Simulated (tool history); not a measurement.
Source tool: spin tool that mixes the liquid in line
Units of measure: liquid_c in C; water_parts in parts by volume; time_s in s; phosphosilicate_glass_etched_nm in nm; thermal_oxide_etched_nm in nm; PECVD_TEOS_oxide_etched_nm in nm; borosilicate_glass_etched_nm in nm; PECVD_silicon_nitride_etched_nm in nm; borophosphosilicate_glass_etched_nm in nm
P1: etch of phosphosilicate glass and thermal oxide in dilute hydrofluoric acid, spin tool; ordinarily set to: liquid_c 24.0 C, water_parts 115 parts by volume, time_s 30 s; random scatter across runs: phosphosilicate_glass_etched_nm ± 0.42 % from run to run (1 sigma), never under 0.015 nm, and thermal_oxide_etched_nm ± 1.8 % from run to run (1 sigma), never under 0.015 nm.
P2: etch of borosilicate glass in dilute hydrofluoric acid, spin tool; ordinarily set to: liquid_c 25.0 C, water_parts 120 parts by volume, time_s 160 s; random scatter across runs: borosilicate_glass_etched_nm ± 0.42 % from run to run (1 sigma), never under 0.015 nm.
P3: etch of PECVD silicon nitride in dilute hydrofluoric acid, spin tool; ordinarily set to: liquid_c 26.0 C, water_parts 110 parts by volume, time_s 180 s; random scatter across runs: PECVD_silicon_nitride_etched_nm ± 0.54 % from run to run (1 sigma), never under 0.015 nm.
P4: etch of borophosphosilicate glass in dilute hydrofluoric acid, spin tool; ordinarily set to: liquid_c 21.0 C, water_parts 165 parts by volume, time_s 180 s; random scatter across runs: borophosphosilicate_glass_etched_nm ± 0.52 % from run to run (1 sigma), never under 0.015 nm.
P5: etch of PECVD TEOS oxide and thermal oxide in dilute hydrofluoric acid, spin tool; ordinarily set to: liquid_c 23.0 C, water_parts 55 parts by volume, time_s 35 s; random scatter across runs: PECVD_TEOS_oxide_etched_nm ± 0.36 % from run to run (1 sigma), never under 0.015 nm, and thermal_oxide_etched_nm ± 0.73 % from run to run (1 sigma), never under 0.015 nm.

| run | day | process | liquid_c | water_parts | time_s | hours since the thermometer was replaced | hours since the hydrofluoric acid flow meter was replaced | phosphosilicate_glass_etched_nm | thermal_oxide_etched_nm | PECVD_TEOS_oxide_etched_nm | borosilicate_glass_etched_nm | PECVD_silicon_nitride_etched_nm | borophosphosilicate_glass_etched_nm |
|---|---|---|---|---|---|---|---|---|---|---|---|---|---|
| 1 | 0.533 | P1 | 24.0 | 115 | 30 | 796.5 | 639.1 | 51.965 | 1.19220 |  |  |  |  |
| 2 | 1.092 | P5 | 23.0 | 55 | 35 | 809.9 | 652.5 |  | 3.14830 | 12.2560 |  |  |  |
| 3 | 1.629 | P2 | 25.0 | 205 | 160 | 822.8 | 665.4 |  |  |  | 22.598 |  |  |
| 4 | 2.333 | P1 | 24.0 | 115 | 50 | 839.7 | 682.3 | 86.417 | 2.08260 |  |  |  |  |
| 5 | 2.775 | P5 | 23.0 | 105 | 35 | 850.3 | 692.9 |  | 1.54700 | 6.0089 |  |  |  |
| 6 | 3.521 | P3 | 26.0 | 110 | 280 | 868.2 | 710.8 |  |  |  |  | 15.0630 |  |
| 7 | 3.975 | P1 | 29.0 | 115 | 50 | 879.1 | 721.7 | 104.700 | 2.32910 |  |  |  |  |
| 8 | 4.442 | P1 | 24.0 | 115 | 30 | 890.3 | 732.9 | 51.582 | 1.17660 |  |  |  |  |
| 9 | 4.833 | P2 | 25.0 | 120 | 160 | 899.7 | 742.3 |  |  |  | 42.239 |  |  |
| 10 | 5.458 | P2 | 25.0 | 120 | 295 | 914.7 | 757.3 |  |  |  | 78.106 |  |  |
|  | 5.942 | thermometer replaced |
| 11 | 6.008 | P1 | 24.0 | 115 | 15 | 1.7 | 770.5 | 25.926 | 0.59091 |  |  |  |  |
| 12 | 6.529 | P1 | 29.5 | 115 | 30 | 14.2 | 783.0 | 64.259 | 1.44160 |  |  |  |  |
| 13 | 7.258 | P2 | 33.0 | 120 | 160 | 31.7 | 800.5 |  |  |  | 56.881 |  |  |
| 14 | 7.850 | P3 | 26.0 | 110 | 180 | 45.9 | 814.7 |  |  |  |  | 9.7276 |  |
| 15 | 8.204 | P3 | 31.5 | 110 | 180 | 54.4 | 823.2 |  |  |  |  | 13.8560 |  |
| 16 | 8.700 | P5 | 23.0 | 55 | 15 | 66.3 | 835.1 |  | 1.33460 | 5.2435 |  |  |  |
| 17 | 9.267 | P3 | 26.0 | 110 | 180 | 79.9 | 848.7 |  |  |  |  | 9.6944 |  |
| 18 | 9.842 | P4 | 17.0 | 165 | 180 | 93.7 | 862.5 |  |  |  |  |  | 22.4620 |
| 19 | 10.275 | P4 | 21.0 | 165 | 20 | 104.1 | 872.9 |  |  |  |  |  | 2.9092 |
| 20 | 10.996 | P1 | 24.0 | 115 | 30 | 121.4 | 890.2 | 51.872 | 1.14360 |  |  |  |  |
| 21 | 11.462 | P1 | 24.0 | 115 | 30 | 132.6 | 901.4 | 51.793 | 1.22610 |  |  |  |  |
| 22 | 11.971 | P1 | 24.0 | 115 | 30 | 144.8 | 913.6 | 51.713 | 1.21450 |  |  |  |  |
| 23 | 12.567 | P3 | 26.0 | 185 | 180 | 159.1 | 927.9 |  |  |  |  | 5.7267 |  |
| 24 | 13.121 | P4 | 21.0 | 165 | 180 | 172.4 | 941.2 |  |  |  |  |  | 26.2220 |
| 25 | 13.858 | P1 | 19.5 | 115 | 30 | 190.1 | 958.9 | 43.394 | 0.96550 |  |  |  |  |
| 26 | 14.321 | P5 | 27.5 | 55 | 35 | 201.2 | 970.0 |  | 3.76860 | 14.6980 |  |  |  |
| 27 | 14.796 | P4 | 21.0 | 40 | 180 | 212.6 | 981.4 |  |  |  |  |  | 124.4900 |
| 28 | 15.483 | P4 | 21.0 | 165 | 180 | 229.1 | 997.9 |  |  |  |  |  | 25.9180 |
| 29 | 15.904 | P1 | 24.0 | 185 | 30 | 239.2 | 1008.0 | 29.760 | 0.68467 |  |  |  |  |
| 30 | 16.346 | P1 | 24.0 | 25 | 30 | 249.8 | 1018.6 | 269.260 | 6.18260 |  |  |  |  |
| 31 | 16.983 | P1 | 24.0 | 115 | 30 | 265.1 | 1033.9 | 52.023 | 1.19300 |  |  |  |  |
| 32 | 17.312 | P1 | 24.0 | 115 | 30 | 273.0 | 1041.8 | 50.892 | 1.19350 |  |  |  |  |
| 33 | 17.688 | P1 | 24.0 | 115 | 30 | 282.0 | 1050.8 | 49.824 | 1.15850 |  |  |  |  |
| 34 | 18.271 | P1 | 24.0 | 115 | 30 | 296.0 | 1064.8 | 48.908 | 1.11980 |  |  |  |  |
| 35 | 18.983 | P1 | 24.0 | 115 | 30 | 313.1 | 1081.9 | 47.800 | 1.07990 |  |  |  |  |
| 36 | 19.404 | P1 | 24.0 | 115 | 30 | 323.2 | 1092.0 | 47.455 | 1.15740 |  |  |  |  |
| 37 | 19.733 | P1 | 24.0 | 115 | 30 | 331.1 | 1099.9 | 48.095 | 1.11590 |  |  |  |  |
| 38 | 20.188 | P1 | 24.0 | 115 | 30 | 342.0 | 1110.8 | 47.838 | 1.08620 |  |  |  |  |
| 39 | 20.833 | P1 | 24.0 | 115 | 30 | 357.5 | 1126.3 | 47.412 | 1.10240 |  |  |  |  |

Compared with where it was, what P1 gives has crept away. Each cause listed below fits the log as well as the rest, at the size given for it:
A: liquid colder than its thermometer reads (K) = 2.19
B: hydrofluoric acid flow below the setpoint (%) = 7.3
The gradual shift began around day 16.983.

Each of the 4 check runs below uses one wafer; its results are left as question marks. Which run tells the causes apart?
| check 1 | 21.479 | P4 | 17.0 | 90 | 180 |  |  |  |  |  |  |  | ? |
| check 2 | 21.479 | P5 | 27.5 | 95 | 35 |  |  |  | ? | ? |  |  |  |
| check 3 | 21.479 | P3 | 26.0 | 150 | 180 |  |  |  |  |  |  | ? |  |
| check 4 | 21.479 | P2 | 32.5 | 120 | 160 |  |  |  |  |  | ? |  |  |

How each check would come out, cause by cause:
| check | result | if A | if B |
|---|---|---|---|
| check 1 | borophosphosilicate_glass_etched_nm | 40.2010 | 40.6280 |
| check 2 | thermal_oxide_etched_nm | 1.89460 | 1.89350 |
| check 2 | PECVD_TEOS_oxide_etched_nm | 7.3668 | 7.3626 |
| check 3 | PECVD_silicon_nitride_etched_nm | 6.1760 | 6.5878 |
| check 4 | borosilicate_glass_etched_nm | 51.834 | 51.329 |
Gap, in per cent, between the two causes that each check separates least, read from the result that separates them most: check 1 1.06 %; check 2 0.06 %; check 3 6.46 %; check 4 0.98 %
Check 3 distinguishes between the causes, while the remaining checks would return nearly the same result for all of them.

After running check 3, the following was obtained: PECVD_silicon_nitride_etched_nm 6.5259 nm. Which cause does this point to?

B is the cause: hydrofluoric acid flow below the setpoint (%).
